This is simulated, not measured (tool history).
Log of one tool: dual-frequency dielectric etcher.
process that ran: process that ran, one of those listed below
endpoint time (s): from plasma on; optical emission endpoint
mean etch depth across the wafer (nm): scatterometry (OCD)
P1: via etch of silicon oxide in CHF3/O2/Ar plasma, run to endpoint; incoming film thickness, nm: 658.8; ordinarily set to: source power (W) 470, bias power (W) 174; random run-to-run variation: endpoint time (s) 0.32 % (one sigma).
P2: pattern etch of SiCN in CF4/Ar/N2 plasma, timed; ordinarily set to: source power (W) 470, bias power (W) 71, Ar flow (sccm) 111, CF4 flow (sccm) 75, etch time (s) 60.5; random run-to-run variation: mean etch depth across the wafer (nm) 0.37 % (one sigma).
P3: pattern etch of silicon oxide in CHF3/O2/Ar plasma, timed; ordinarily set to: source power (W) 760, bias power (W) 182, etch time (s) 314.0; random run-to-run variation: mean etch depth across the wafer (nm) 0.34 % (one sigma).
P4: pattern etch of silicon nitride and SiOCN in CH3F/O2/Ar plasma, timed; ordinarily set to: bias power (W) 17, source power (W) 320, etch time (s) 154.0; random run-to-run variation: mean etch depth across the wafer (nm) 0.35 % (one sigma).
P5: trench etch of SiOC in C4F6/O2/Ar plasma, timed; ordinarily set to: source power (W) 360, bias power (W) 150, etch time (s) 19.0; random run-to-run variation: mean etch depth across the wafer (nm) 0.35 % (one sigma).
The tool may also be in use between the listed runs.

run,hour,process that ran,source power (W),bias power (W),etch time (s),Ar flow (sccm),CF4 flow (sccm),hours since the last wet clean,hours since the last source power generator calibration,hours since the last bias power generator calibration,endpoint time (s),mean etch depth across the wafer (nm)
1,7.0,P1,470,174,,,,175.2,885.3,809.8,391.77,
2,19.7,P3,760,182,386.0,,,187.9,898.0,822.5,,857.8100
3,29.1,P5,240,150,19.0,,,197.3,907.4,831.9,,30.3930
4,41.6,P4,320,17,154.0,,,209.8,919.9,844.4,,17.1960
5,52.5,P3,760,110,314.0,,,220.7,930.8,855.3,,594.4900
6,59.4,P4,320,17,84.5,,,227.6,937.7,862.2,,9.4291
7,70.6,P4,420,17,154.0,,,238.8,948.9,873.4,,19.0190
8,79.0,P1,470,174,,,,247.2,957.3,881.8,392.53,
9,87.5,P1,320,174,,,,255.7,965.8,890.3,454.09,
10,96.5,P2,470,71,60.5,80,75,264.7,974.8,899.3,,55.2350
11,102.9,P1,640,174,,,,271.1,981.2,905.7,347.85,
12,114.2,P1,470,174,,,,282.4,992.5,917.0,390.48,
13,120.7,P2,470,71,60.5,111,75,288.9,999.0,923.5,,53.1650
14,126.9,P5,360,150,19.0,,,295.1,1005.2,929.7,,35.3070
15,137.3,P1,470,217,,,,305.5,1015.6,940.1,361.64,
16,146.0,P5,360,150,25.5,,,314.2,1024.3,948.8,,47.4960
17,157.5,P5,360,98,19.0,,,325.7,1035.8,960.3,,31.2340
18,168.8,P2,590,71,60.5,111,75,337.0,1047.1,971.6,,64.4270
19,175.5,P2,470,71,60.5,111,75,343.7,1053.8,978.3,,52.9020
20,183.6,P2,470,89,60.5,111,75,351.8,1061.9,986.4,,57.0720
21,194.5,P1,470,174,,,,362.7,1072.8,997.3,391.44,
22,202.4,P2,470,71,74.0,111,75,370.6,1080.7,1005.2,,64.0820
23,211.0,P4,320,17,154.0,,,379.2,1089.3,1013.8,,17.3080
24,223.8,P3,760,182,314.0,,,392.0,1102.1,1026.6,,693.7500
25,234.0,P4,320,14,154.0,,,402.2,1112.3,1036.8,,15.8850
26,240.0,P1,470,125,,,,408.2,1118.3,1042.8,435.36,
27,252.6,P5,360,150,19.0,,,420.8,1130.9,1055.4,,35.4260
28,260.7,P1,470,174,,,,428.9,1139.0,1063.5,391.39,
29,272.0,P2,470,71,60.5,111,92,440.2,1150.3,1074.8,,54.0130
30,282.1,P3,530,182,314.0,,,450.3,1160.4,1084.9,,608.2400
31,289.5,P1,290,227,,,,457.7,1167.8,1092.3,429.43,
32,299.2,P3,760,182,314.0,,,467.4,1177.5,1102.0,,697.8200
33,307.3,P1,470,174,,,,475.5,1185.6,1110.1,391.40,
34,319.7,P1,470,174,,,,487.9,1198.0,1122.5,390.28,
35,328.8,P1,470,174,,,,497.0,1207.1,1131.6,389.85,
36,335.2,P1,470,174,,,,503.4,1213.5,1138.0,389.39,
37,343.2,P1,470,174,,,,511.4,1221.5,1146.0,389.81,
38,355.3,P1,470,174,,,,523.5,1233.6,1158.1,386.89,
39,366.0,P1,470,174,,,,534.2,1244.3,1168.8,384.95,
40,375.8,P1,470,174,,,,544.0,1254.1,1178.6,385.15,
41,382.7,P1,470,174,,,,550.9,1261.0,1185.5,386.42,
# hour 382.9: wet clean of the chamber
42,393.5,P1,470,174,,,,10.6,1271.8,1196.3,386.21,
43,402.4,P1,470,174,,,,19.5,1280.7,1205.2,385.22,
44,411.1,P1,470,174,,,,28.2,1289.4,1213.9,385.66,

The log shows P1 creeping away from where it was. Any of the 2 causes listed here, at the size stated for it, fits the log just as well as the others:
A: source power that arrives over what is set, % = 4.26
B: bias power that arrives over what is set, % = 4.78
The creep began at about hour 328.8.
The rest of the possible causes, and what rules out each one:
chamber walls in a state that raises the etch rate, %: maintenance at hour 382.9, after the shift began, did not return the process to its former output

Consider the 4 check runs below, whose results appear as question marks and each of which averages 2 wafers. Which one distinguishes the causes, in that each cause would give it a clearly different result?
check 1,419.8,P5,360,150,24.0,,,,,,,?
check 2,419.8,P2,470,71,60.5,94,75,,,,,?
check 3,419.8,P4,380,17,84.5,,,,,,,?
check 4,419.8,P3,760,125,383.5,,,,,,,?

Expected result of each check under each candidate cause:
check,result,if A,if B
check 1,mean etch depth across the wafer (nm),45.5940,45.5020
check 2,mean etch depth across the wafer (nm),56.1010,54.9400
check 3,mean etch depth across the wafer (nm),10.2000,10.2510
check 4,mean etch depth across the wafer (nm),768.5800,766.9400
Gap, in per cent, between the two causes that each check separates least, read from the result that separates them most: check 1 0.2 %; check 2 2.09 %; check 3 0.5 %; check 4 0.21 %
Check 2 distinguishes between the causes, while the remaining checks would return nearly the same result for all of them.

Here is what check 2 returned: mean etch depth across the wafer (nm) 55.0770. Which cause is it?

The cause is B: bias power that arrives over what is set, %.

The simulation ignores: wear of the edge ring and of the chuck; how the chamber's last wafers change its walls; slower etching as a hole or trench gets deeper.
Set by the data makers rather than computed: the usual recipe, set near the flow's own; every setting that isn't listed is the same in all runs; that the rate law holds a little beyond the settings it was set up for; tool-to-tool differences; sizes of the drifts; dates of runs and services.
